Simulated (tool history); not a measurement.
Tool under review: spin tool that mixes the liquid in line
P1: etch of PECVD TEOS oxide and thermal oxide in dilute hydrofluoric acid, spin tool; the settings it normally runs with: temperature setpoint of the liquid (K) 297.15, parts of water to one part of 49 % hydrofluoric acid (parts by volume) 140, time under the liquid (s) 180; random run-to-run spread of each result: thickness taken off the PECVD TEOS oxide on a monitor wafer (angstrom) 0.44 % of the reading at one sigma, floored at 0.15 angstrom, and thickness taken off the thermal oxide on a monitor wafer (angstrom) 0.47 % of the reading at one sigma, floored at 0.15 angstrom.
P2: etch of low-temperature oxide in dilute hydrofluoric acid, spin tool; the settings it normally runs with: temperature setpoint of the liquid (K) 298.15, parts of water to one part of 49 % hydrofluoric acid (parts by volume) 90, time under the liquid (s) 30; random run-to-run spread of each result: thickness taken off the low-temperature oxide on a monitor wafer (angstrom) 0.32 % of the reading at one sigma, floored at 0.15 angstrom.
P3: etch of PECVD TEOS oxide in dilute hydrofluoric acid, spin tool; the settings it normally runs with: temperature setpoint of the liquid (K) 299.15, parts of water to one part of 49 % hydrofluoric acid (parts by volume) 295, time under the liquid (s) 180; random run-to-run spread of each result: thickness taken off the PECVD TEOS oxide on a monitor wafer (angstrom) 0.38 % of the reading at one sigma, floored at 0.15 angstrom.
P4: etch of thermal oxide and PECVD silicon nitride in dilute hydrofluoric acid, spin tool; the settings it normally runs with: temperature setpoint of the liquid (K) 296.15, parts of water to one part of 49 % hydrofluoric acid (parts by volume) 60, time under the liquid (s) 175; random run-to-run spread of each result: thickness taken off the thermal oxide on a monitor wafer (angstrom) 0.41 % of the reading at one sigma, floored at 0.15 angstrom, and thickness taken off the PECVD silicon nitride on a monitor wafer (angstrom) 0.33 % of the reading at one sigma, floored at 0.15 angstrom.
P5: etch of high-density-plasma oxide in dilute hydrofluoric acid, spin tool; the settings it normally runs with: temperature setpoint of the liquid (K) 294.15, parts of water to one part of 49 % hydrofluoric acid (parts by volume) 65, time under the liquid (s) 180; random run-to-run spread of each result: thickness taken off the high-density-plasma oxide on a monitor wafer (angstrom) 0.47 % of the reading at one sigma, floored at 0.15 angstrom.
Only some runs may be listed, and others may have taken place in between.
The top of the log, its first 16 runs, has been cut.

run,hour,process that ran,temperature setpoint of the liquid (K),parts of water to one part of 49 % hydrofluoric acid (parts by volume),time under the liquid (s),thickness taken off the PECVD TEOS oxide on a monitor wafer (angstrom),thickness taken off the thermal oxide on a monitor wafer (angstrom),thickness taken off the PECVD silicon nitride on a monitor wafer (angstrom),thickness taken off the low-temperature oxide on a monitor wafer (angstrom),thickness taken off the high-density-plasma oxide on a monitor wafer (angstrom)
17,60.6,P1,297.15,140,320,296.100,100.4100,,,
18,64.2,P5,294.15,65,180,,,,,131.69
19,68.6,P3,291.15,295,180,65.821,,,,
20,71.3,P1,297.15,140,180,167.120,56.9310,,,
21,74.5,P1,297.15,140,35,32.430,11.1310,,,
22,78.8,P1,297.15,140,180,168.130,56.5190,,,
23,82.3,P2,298.15,90,30,,,,78.369,
24,85.4,P2,298.15,90,55,,,,144.590,
25,89.8,P3,299.15,295,180,88.006,,,,
26,92.1,P4,296.15,60,175,,141.1100,155.020,,
27,96.3,P1,297.15,210,30,17.319,5.8006,,,
28,99.8,P4,291.65,60,175,,117.1100,113.870,,
29,102.7,P4,296.15,60,175,,140.8500,154.530,,
30,105.2,P3,299.15,295,310,150.710,,,,
31,109.2,P1,303.65,140,255,302.020,102.9500,,,
32,113.8,P1,297.15,140,180,166.650,56.2550,,,
33,117.0,P1,297.15,140,180,171.770,58.2060,,,
34,119.3,P1,297.15,140,180,174.330,58.3890,,,
35,123.3,P1,297.15,140,180,175.340,59.5570,,,
36,126.3,P1,297.15,140,180,178.060,59.9820,,,

Run 37, settings as shown, results not yet in. Your forecast:
37,130.3,P1,297.15,140,180,?,?,,,

Run 37 came out at thickness taken off the PECVD TEOS oxide on a monitor wafer (angstrom) 180.090, thickness taken off the thermal oxide on a monitor wafer (angstrom) 60.4980.
